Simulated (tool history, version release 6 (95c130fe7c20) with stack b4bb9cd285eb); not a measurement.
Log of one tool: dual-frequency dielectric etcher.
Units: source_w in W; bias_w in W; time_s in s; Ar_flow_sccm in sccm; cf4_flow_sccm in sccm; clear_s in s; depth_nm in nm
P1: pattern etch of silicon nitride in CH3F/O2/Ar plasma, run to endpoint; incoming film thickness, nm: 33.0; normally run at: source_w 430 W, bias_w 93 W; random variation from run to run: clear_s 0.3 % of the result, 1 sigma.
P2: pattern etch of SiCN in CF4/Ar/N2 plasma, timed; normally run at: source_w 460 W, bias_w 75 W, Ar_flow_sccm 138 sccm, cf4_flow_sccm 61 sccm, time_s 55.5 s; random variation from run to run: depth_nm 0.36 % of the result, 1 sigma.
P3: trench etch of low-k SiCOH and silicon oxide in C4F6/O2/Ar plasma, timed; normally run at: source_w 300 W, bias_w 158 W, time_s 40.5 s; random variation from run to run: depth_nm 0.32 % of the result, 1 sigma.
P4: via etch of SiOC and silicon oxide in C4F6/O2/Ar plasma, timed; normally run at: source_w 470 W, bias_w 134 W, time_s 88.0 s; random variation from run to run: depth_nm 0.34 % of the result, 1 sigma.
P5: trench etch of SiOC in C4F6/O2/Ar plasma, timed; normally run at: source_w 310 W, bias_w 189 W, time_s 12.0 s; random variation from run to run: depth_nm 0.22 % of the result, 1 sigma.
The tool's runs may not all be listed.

Run 1, hour 2.5: process P1, source_w 430 W, bias_w 93 W. Result: clear_s 42.479 s.
Run 2, hour 6.5: process P1, source_w 430 W, bias_w 93 W. Result: clear_s 42.431 s.
Run 3, hour 9.4: process P5, source_w 310 W, bias_w 189 W, time_s 12.0 s. Result: depth_nm 23.005 nm.
Run 4, hour 13.4: process P5, source_w 310 W, bias_w 189 W, time_s 12.0 s. Result: depth_nm 22.979 nm.
Run 5, hour 16.8: process P5, source_w 310 W, bias_w 256 W, time_s 12.0 s. Result: depth_nm 25.526 nm.
Run 6, hour 20.6: process P3, source_w 300 W, bias_w 110 W, time_s 40.5 s. Result: depth_nm 96.148 nm.
Run 7, hour 23.0: process P2, source_w 460 W, bias_w 75 W, time_s 72.5 s, Ar_flow_sccm 138 sccm, cf4_flow_sccm 61 sccm. Result: depth_nm 62.042 nm.
Run 8, hour 25.4: process P2, source_w 460 W, bias_w 105 W, time_s 55.5 s, Ar_flow_sccm 138 sccm, cf4_flow_sccm 61 sccm. Result: depth_nm 54.189 nm.
Run 9, hour 28.4: process P4, source_w 470 W, bias_w 134 W, time_s 88.0 s. Result: depth_nm 98.869 nm.
Run 10, hour 31.1: process P1, source_w 540 W, bias_w 128 W. Result: clear_s 34.789 s.
Run 11, hour 36.3: process P5, source_w 220 W, bias_w 189 W, time_s 12.0 s. Result: depth_nm 20.143 nm.
Run 12, hour 39.8: process P2, source_w 460 W, bias_w 75 W, time_s 55.5 s, Ar_flow_sccm 87 sccm, cf4_flow_sccm 61 sccm. Result: depth_nm 51.131 nm.
Run 13, hour 43.7: process P1, source_w 430 W, bias_w 93 W. Result: clear_s 42.679 s.
At hour 45.3: wet clean of the chamber.
Run 14, hour 48.8: process P4, source_w 470 W, bias_w 134 W, time_s 49.0 s. Result: depth_nm 55.079 nm.
Run 15, hour 52.7: process P2, source_w 350 W, bias_w 75 W, time_s 55.5 s, Ar_flow_sccm 138 sccm, cf4_flow_sccm 61 sccm. Result: depth_nm 37.495 nm.
Run 16, hour 58.0: process P2, source_w 460 W, bias_w 75 W, time_s 55.5 s, Ar_flow_sccm 138 sccm, cf4_flow_sccm 48 sccm. Result: depth_nm 45.650 nm.
Run 17, hour 61.1: process P4, source_w 560 W, bias_w 134 W, time_s 88.0 s. Result: depth_nm 106.480 nm.
Run 18, hour 64.3: process P1, source_w 430 W, bias_w 124 W. Result: clear_s 38.470 s.
Run 19, hour 67.9: process P2, source_w 460 W, bias_w 75 W, time_s 55.5 s, Ar_flow_sccm 138 sccm, cf4_flow_sccm 61 sccm. Result: depth_nm 47.771 nm.
Run 20, hour 72.0: process P4, source_w 470 W, bias_w 175 W, time_s 88.0 s. Result: depth_nm 107.750 nm.
Run 21, hour 74.7: process P1, source_w 430 W, bias_w 93 W. Result: clear_s 42.508 s.
Run 22, hour 77.3: process P3, source_w 300 W, bias_w 158 W, time_s 40.5 s. Result: depth_nm 107.240 nm.
Run 23, hour 82.4: process P5, source_w 310 W, bias_w 189 W, time_s 17.0 s. Result: depth_nm 32.584 nm.
Run 24, hour 85.2: process P1, source_w 430 W, bias_w 67 W. Result: clear_s 47.732 s.
Run 25, hour 88.4: process P1, source_w 290 W, bias_w 93 W. Result: clear_s 49.471 s.
Run 26, hour 93.4: process P1, source_w 430 W, bias_w 93 W. Result: clear_s 42.664 s.
Run 27, hour 97.8: process P1, source_w 540 W, bias_w 93 W. Result: clear_s 39.264 s.
Run 28, hour 101.3: process P3, source_w 300 W, bias_w 158 W, time_s 26.5 s. Result: depth_nm 70.083 nm.
Run 29, hour 104.3: process P3, source_w 170 W, bias_w 158 W, time_s 40.5 s. Result: depth_nm 85.681 nm.
Run 30, hour 108.3: process P1, source_w 430 W, bias_w 93 W. Result: clear_s 42.707 s.
Run 31, hour 112.0: process P1, source_w 430 W, bias_w 93 W. Result: clear_s 42.531 s.
Run 32, hour 116.9: process P1, source_w 430 W, bias_w 93 W. Result: clear_s 42.561 s.
Run 33, hour 121.6: process P1, source_w 430 W, bias_w 93 W. Result: clear_s 42.192 s.
Run 34, hour 124.7: process P1, source_w 430 W, bias_w 93 W. Result: clear_s 42.177 s.
Run 35, hour 129.6: process P1, source_w 430 W, bias_w 93 W. Result: clear_s 42.073 s.
Run 36, hour 132.4: process P1, source_w 430 W, bias_w 93 W. Result: clear_s 42.221 s.
Run 37, hour 136.4: process P1, source_w 430 W, bias_w 93 W. Result: clear_s 42.262 s.
At hour 140.1: wet clean of the chamber.
Run 38, hour 141.1: process P1, source_w 430 W, bias_w 93 W. Result: clear_s 41.937 s.
Run 39, hour 145.5: process P1, source_w 430 W, bias_w 93 W. Result: clear_s 41.951 s.
Run 40, hour 150.8: process P1, source_w 430 W, bias_w 93 W. Result: clear_s 41.998 s.

What P1 gives has crept away from where it was. These 2 causes fit the log equally well, each at the size given:
A: source power that arrives over what is set, % = 4.1
B: bias power that arrives over what is set, % = 4.25
The creep began at about hour 108.3.
Why every other cause is out:
chamber walls in a state that raises the etch rate, %: serviced at hour 140.1, which brought nothing back

4 check runs are offered, each on 2 wafers whose results are averaged, their results left as question marks. Which one tells the causes apart?
Run check 1, hour 156.1: process P4, source_w 550 W, bias_w 134 W, time_s 52.5 s. Result: depth_nm ?.
Run check 2, hour 156.1: process P2, source_w 460 W, bias_w 75 W, time_s 67.0 s, Ar_flow_sccm 90 sccm, cf4_flow_sccm 61 sccm. Result: depth_nm ?.
Run check 3, hour 156.1: process P5, source_w 250 W, bias_w 232 W, time_s 12.0 s. Result: depth_nm ?.
Run check 4, hour 156.1: process P3, source_w 170 W, bias_w 112 W, time_s 40.5 s. Result: depth_nm ?.

What each check would give under each cause:
  check    result    if A    if B
check 1  depth_nm  63.880  63.645
check 2  depth_nm  63.665  62.368
check 3  depth_nm  23.057  23.036
check 4  depth_nm  78.550  78.305
How far apart the two closest causes lie, in the result that separates them most: check 1 0.37 %; check 2 2.06 %; check 3 0.09 %; check 4 0.31 %
Check 2 tells the causes apart: in the others they would give nearly the same result.

Then check 2 was run and gave: depth_nm 63.856 nm. Which cause is it?

It is A: source power that arrives over what is set, %.
